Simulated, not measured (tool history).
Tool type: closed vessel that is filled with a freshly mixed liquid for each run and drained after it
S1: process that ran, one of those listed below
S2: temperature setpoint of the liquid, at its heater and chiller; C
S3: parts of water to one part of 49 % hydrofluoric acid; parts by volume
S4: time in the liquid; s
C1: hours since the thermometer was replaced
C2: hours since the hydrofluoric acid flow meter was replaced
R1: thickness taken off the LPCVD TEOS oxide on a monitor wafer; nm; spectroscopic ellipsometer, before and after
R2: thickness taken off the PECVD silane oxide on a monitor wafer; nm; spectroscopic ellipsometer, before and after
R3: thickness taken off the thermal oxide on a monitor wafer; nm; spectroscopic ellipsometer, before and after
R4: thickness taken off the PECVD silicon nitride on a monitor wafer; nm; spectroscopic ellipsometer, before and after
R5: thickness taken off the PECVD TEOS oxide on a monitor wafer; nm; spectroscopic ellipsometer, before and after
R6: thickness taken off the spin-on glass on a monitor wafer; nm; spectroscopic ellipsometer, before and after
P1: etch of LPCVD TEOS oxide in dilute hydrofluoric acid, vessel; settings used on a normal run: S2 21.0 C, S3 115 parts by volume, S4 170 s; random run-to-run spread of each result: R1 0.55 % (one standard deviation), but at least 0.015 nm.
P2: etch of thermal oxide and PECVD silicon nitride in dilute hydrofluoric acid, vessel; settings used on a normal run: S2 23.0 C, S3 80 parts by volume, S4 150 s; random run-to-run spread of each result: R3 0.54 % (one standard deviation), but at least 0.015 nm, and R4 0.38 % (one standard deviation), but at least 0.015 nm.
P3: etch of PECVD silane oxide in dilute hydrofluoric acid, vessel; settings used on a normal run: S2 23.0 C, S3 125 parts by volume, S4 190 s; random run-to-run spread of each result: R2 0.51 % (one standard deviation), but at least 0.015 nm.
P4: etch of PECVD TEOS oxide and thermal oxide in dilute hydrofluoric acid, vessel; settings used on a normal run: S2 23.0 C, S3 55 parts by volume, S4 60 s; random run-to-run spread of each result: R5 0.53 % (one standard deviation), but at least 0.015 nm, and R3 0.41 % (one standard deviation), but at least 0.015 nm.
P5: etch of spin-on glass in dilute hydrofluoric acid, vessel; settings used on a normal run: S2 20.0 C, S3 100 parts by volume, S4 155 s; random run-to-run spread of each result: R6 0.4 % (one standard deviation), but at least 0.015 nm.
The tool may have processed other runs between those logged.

run   hour  S1    S2   S3   S4      C1     C2       R1      R2       R3       R4      R5       R6
  1   11.3  P1  21.0  115  170   919.8  242.2  21.8030
  2   23.1  P1  21.0   65  170   931.6  254.0  40.7640
  3   30.3  P3  23.0  220  190   938.8  261.2           18.126
  4   40.4  P2  23.0   80  150   948.9  271.3                    8.6509  10.0720
  5   54.0  P1  27.5  115  170   962.5  284.9  27.9800
  6   64.9  P4  23.0   55   60   973.4  295.8                    5.0015           30.565
  7   75.0  P1  17.0  115  170   983.5  305.9  18.6080
  8   84.5  P3  23.0  125  190   993.0  315.4           35.648
  9   96.9  P4  23.0   85   60  1005.4  327.8                    3.1388           19.218
 10  105.5  P3  31.5  125  190  1014.0  336.4           48.511
     111.8  -- hydrofluoric acid flow meter replaced
 11  114.1  P4  30.0   55   60  1022.6    2.3                    6.6403           41.000
 12  127.6  P4  23.0   55   30  1036.1   15.8                    2.5058           15.265
 13  136.6  P1  21.0  115  170  1045.1   24.8  21.5010
 14  150.1  P2  23.0   20  150  1058.6   38.3                   37.3040  38.7330
 15  163.4  P1  21.0  210   75  1071.9   51.6   4.7531
 16  170.3  P5  20.0  100  310  1078.8   58.5                                              94.589
 17  183.6  P3  23.0  125   85  1092.1   71.8           15.948
 18  194.8  P1  21.0  190  170  1103.3   83.0  12.2720
 19  202.0  P3  23.0  125  190  1110.5   90.2           35.208
 20  213.7  P5  20.0   45  155  1122.2  101.9                                             112.610
 21  224.1  P5  24.0  100  155  1132.6  112.3                                              55.921
 22  235.6  P1  21.0  115  170  1144.1  123.8  21.9470
 23  247.4  P1  21.0  115  270  1155.9  135.6  34.5940
 24  262.9  P1  21.0  115  170  1171.4  151.1  21.7360
 25  274.5  P1  21.0  115   65  1183.0  162.7   8.3276
 26  281.5  P2  23.0   80  150  1190.0  169.7                    8.7043  10.0470
 27  290.0  P5  20.0  100  155  1198.5  178.2                                              47.162
 28  297.5  P2  23.0   80  230  1206.0  185.7                   13.1410  15.4160
 29  309.9  P1  17.0  115  300  1218.4  198.1  32.5590
 30  324.8  P1  21.0  115  170  1233.3  213.0  21.9920
 31  335.4  P1  21.0  115  170  1243.9  223.6  21.8140
 32  343.3  P4  23.0   55   60  1251.8  231.5                    5.0145           30.739
 33  358.2  P2  19.5   80  150  1266.7  246.4                    7.4891   7.9429
 34  370.3  P1  21.0  115  170  1278.8  258.5  21.7600
 35  384.9  P1  21.0  115  170  1293.4  273.1  22.9410
 36  394.3  P1  21.0  115  170  1302.8  282.5  23.2900
 37  401.3  P1  21.0  115  170  1309.8  289.5  23.5670
 38  408.3  P1  21.0  115  170  1316.8  296.5  23.8720
 39  420.2  P1  21.0  115  170  1328.7  308.4  23.8160
 40  433.6  P1  21.0  115  170  1342.1  321.8  23.7560

P1 no longer gives what it gave before; its output has crept away from where it was. The following 2 causes, each at its listed size, fit the log equally well:
A: hydrofluoric acid flow above the setpoint (%) = 8.1
B: liquid hotter than its thermometer reads (K) = 2.2
At approximately hour 370.3, the process output began to creep.

Listed below are the offered check runs, one wafer per run, with question marks in place of results. For which of them would the causes give clearly different outcomes?
check 1  447.0  P4  23.0   55   60                   ?       ?
check 2  447.0  P5  20.0  100  155                               ?
check 3  447.0  P3  23.0  125  190               ?
check 4  447.0  P2  23.0   80  150                   ?   ?

What every check run would give for each of its results, assuming each possible cause in turn:
  check  result     if A     if B
check 1      R3   5.4377   5.4755
check 1      R5   33.528   33.761
check 2      R6   51.719   51.886
check 3      R2   38.695   38.567
check 4      R3   9.4390   9.4684
check 4      R4  10.8300  11.6120
Separation of the two closest causes in each check, using whichever result separates them best: check 1 0.69 %; check 2 0.32 %; check 3 0.33 %; check 4 6.97 %
The other checks would show nearly matching results whichever cause is true, so check 4 is the only one that separates the causes.

After running check 4, the following was obtained: R3 9.4466 nm; R4 11.6800 nm. Which cause does this point to?

It is B: liquid hotter than its thermometer reads (K).
